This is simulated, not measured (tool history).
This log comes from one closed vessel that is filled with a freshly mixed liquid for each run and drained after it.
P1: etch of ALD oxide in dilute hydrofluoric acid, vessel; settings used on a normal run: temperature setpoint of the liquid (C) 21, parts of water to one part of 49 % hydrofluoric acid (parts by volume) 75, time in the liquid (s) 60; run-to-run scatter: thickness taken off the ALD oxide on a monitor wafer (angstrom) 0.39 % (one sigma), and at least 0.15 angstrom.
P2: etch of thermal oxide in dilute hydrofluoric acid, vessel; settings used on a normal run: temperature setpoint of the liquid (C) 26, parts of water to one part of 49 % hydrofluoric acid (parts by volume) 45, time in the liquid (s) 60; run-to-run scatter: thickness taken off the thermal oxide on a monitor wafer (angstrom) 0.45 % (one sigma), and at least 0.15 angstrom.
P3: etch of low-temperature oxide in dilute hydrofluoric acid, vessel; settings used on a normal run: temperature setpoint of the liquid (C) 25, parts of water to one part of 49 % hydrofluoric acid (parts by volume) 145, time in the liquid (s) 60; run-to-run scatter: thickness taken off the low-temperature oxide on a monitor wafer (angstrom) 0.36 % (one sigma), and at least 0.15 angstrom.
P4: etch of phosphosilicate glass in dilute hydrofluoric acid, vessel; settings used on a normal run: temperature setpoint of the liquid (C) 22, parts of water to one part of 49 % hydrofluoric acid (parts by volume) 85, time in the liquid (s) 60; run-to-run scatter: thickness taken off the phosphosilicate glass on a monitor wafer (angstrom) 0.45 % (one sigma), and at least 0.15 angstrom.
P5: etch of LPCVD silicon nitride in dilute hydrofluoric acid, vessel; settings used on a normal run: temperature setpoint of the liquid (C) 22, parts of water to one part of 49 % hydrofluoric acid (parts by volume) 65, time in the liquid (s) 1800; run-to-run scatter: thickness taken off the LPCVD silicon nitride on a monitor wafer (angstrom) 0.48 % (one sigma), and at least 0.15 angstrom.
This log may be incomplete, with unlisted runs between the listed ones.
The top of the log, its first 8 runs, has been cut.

run    day  process that ran  temperature setpoint of the liquid (C)  parts of water to one part of 49 % hydrofluoric acid (parts by volume)  time in the liquid (s)  hours since the thermometer was replaced  hours since the hydrofluoric acid flow meter was replaced  thickness taken off the ALD oxide on a monitor wafer (angstrom)  thickness taken off the phosphosilicate glass on a monitor wafer (angstrom)  thickness taken off the LPCVD silicon nitride on a monitor wafer (angstrom)  thickness taken off the low-temperature oxide on a monitor wafer (angstrom)  thickness taken off the thermal oxide on a monitor wafer (angstrom)
  9  1.354                P1                                      21                                                                      75                      30                                     926.2                                                      221.8                                                           75.554
 10  1.496                P1                                      21                                                                      30                      60                                     929.6                                                      225.2                                                           402.99
 11  1.704                P1                                      21                                                                      75                      60                                     934.6                                                      230.2                                                           151.13
 12    1.8                P2                                      26                                                                      45                      30                                     936.9                                                      232.5                                                                                                                                                                                                                                                                                                                                                                        37.89
     1.896  -- hydrofluoric acid flow meter replaced
 13  1.904                P1                                      21                                                                      75                      60                                     939.4                                                        0.2                                                           151.53
 14  2.008                P1                                      28                                                                     125                      60                                     941.9                                                        2.7                                                            113.4
 15  2.146                P2                                      26                                                                      45                      60                                     945.2                                                          6                                                                                                                                                                                                                                                                                                                                                                       75.703
 16  2.246                P1                                      21                                                                      75                      60                                     947.6                                                        8.4                                                           150.76
 17  2.458                P1                                      17                                                                      75                      60                                     952.7                                                       13.5                                                           128.25
     2.546  -- thermometer replaced
 18  2.588                P4                                      30                                                                      85                      60                                       1.1                                                       16.6                                                                                                                                        964.75
 19  2.804                P4                                      22                                                                      85                      30                                       6.3                                                       21.8                                                                                                                                        351.39
 20  2.962                P2                                      22                                                                      45                      60                                      10.1                                                       25.6                                                                                                                                                                                                                                                                                                                                                                       64.168
 21  3.096                P3                                      25                                                                     145                      95                                      13.3                                                       28.8                                                                                                                                                                                                                                                                                                   228.8
 22  3.292                P2                                      26                                                                      45                      60                                        18                                                       33.5                                                                                                                                                                                                                                                                                                                                                                       75.221
 23  3.392                P5                                      22                                                                      65                    3155                                      20.4                                                       35.9                                                                                                                                                                                                                     203.28
 24  3.596                P4                                      22                                                                     145                      60                                      25.3                                                       40.8                                                                                                                                        388.22
 25  3.779                P1                                      21                                                                      75                      60                                      29.7                                                       45.2                                                           151.44
 26  3.975                P5                                      22                                                                      65                    1800                                      34.4                                                       49.9                                                                                                                                                                                                                     117.11
 27   4.15                P3                                      17                                                                     145                      60                                      38.6                                                       54.1                                                                                                                                                                                                                                                                                                  105.29
 28  4.325                P4                                      22                                                                      85                      60                                      42.8                                                       58.3                                                                                                                                        707.93

For run 29, what comes out?
 29  4.467                P1                                      21                                                                      75                      60                                      46.2                                                       61.7                                                                ?

thickness taken off the ALD oxide on a monitor wafer (angstrom): 151.2

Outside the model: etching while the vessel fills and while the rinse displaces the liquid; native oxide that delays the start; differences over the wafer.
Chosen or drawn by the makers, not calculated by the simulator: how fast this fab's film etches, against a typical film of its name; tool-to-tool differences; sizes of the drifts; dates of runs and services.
